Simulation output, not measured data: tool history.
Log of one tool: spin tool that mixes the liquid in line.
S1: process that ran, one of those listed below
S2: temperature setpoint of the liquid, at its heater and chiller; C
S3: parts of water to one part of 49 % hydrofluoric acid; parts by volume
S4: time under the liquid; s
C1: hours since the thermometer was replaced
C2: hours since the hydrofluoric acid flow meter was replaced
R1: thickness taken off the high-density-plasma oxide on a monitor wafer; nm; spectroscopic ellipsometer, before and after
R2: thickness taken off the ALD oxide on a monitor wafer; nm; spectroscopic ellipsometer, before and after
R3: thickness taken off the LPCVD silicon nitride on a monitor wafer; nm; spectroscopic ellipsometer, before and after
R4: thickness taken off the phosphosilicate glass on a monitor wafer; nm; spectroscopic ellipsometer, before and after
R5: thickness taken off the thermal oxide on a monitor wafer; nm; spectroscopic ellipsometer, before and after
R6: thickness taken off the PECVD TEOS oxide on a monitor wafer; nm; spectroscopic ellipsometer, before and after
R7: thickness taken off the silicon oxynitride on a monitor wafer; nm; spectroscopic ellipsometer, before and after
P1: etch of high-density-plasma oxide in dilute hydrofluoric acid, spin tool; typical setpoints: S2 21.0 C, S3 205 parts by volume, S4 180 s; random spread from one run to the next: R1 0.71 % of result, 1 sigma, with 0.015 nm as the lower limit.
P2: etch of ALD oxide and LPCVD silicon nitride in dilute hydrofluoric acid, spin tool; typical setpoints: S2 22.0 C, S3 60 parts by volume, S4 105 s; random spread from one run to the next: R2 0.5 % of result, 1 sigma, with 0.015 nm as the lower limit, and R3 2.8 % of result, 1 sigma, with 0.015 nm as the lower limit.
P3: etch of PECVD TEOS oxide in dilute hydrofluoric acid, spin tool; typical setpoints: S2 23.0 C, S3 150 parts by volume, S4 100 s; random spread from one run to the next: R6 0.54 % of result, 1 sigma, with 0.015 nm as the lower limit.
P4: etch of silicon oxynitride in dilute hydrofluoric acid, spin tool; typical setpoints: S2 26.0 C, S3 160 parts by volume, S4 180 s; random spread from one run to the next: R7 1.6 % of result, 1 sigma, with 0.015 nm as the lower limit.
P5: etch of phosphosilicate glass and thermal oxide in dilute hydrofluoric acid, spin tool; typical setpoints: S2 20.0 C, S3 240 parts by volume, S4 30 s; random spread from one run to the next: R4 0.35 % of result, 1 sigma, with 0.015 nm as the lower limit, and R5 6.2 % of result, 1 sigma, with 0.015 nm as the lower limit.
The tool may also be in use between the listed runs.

run   hour  S1    S2   S3   S4     C1     C2        R1      R2       R3       R4       R5       R6       R7
  1    5.8  P1  21.0  205  180  117.2  407.7   3.39420
  2   11.6  P2  22.0   60   35  123.0  413.5            14.736  0.24238
  3   19.2  P1  29.5  205  180  130.6  421.1   4.69200
  4   24.5  P5  20.0  240   30  135.9  426.4                             12.3710  0.46529
  5   30.3  P1  21.0  205  180  141.7  432.2   3.49590
  6   39.4  P3  23.0  150  190  150.8  441.3                                               12.4420
  7   46.3  P1  17.0  110  180  157.7  448.2   6.02270
  8   51.0  P5  20.0  240   15  162.4  452.9                              6.1771  0.21088
  9   55.9  P3  23.0  150  100  167.3  457.8                                                6.6109
 10   61.1  P1  25.5   70  180  172.5  463.0  14.21000
 11   65.3  P3  18.0  150  100  176.7  467.2                                                5.3748
 12   69.8  P2  26.5   60  105  181.2  471.7            53.394  0.97033
 13   78.6  P4  30.0  160  180  190.0  480.5                                                        2.29030
 14   86.7  P5  20.0  240   30  198.1  488.6                             12.3640  0.44771
 15   92.5  P1  21.0  205  180  203.9  494.4   3.43450
 16   98.6  P1  17.0  105  180  210.0  500.5   6.30570
 17  106.1  P2  22.0   60  105  217.5  508.0            44.077  0.75777
 18  113.0  P1  21.0  205  180  224.4  514.9   3.44990
 19  117.5  P4  26.0  160  180  228.9  519.4                                                        1.90510
 20  126.4  P2  22.0   30  105  237.8  528.3            90.944  1.39780
 21  133.1  P1  21.0   75  180  244.5  535.0  10.80200
 22  137.8  P1  21.0  205  180  249.2  539.7   3.47020
 23  147.1  P1  21.0  205   20  258.5  549.0   0.39306
 24  155.3  P4  26.0   50  180  266.7  557.2                                                        6.59710
 25  161.5  P5  25.0  240   30  272.9  563.4                             14.7670  0.47094
 26  170.4  P2  22.0   60  105  281.8  572.3            44.104  0.70227
 27  178.3  P4  26.0  160   15  289.7  580.2                                                        0.15646
 28  187.1  P1  21.0  205  180  298.5  589.0   3.46010
 29  195.2  P1  21.0  205  270  306.6  597.1   5.13030
 30  201.3  P5  20.0  395   30  312.7  603.2                              6.5457  0.22679
 31  209.9  P3  23.0  260  100  321.3  611.8                                                3.3521
 32  215.5  P1  17.0  205  180  326.9  617.4   2.97200
 33  224.7  P1  21.0  350  180  336.1  626.6   1.76520
 34  232.3  P1  21.0  205  180  343.7  634.2   3.45040
 35  239.7  P1  21.0  205  180  351.1  641.6   3.34300
 36  246.8  P1  21.0  205  180  358.2  648.7   3.24450
 37  255.1  P1  21.0  205  180  366.5  657.0   3.25220

Expected results for the next run?
 38  263.7  P1  21.0  205  180  375.1  665.6   ?

Run 38 measured R1 3.20840 nm.

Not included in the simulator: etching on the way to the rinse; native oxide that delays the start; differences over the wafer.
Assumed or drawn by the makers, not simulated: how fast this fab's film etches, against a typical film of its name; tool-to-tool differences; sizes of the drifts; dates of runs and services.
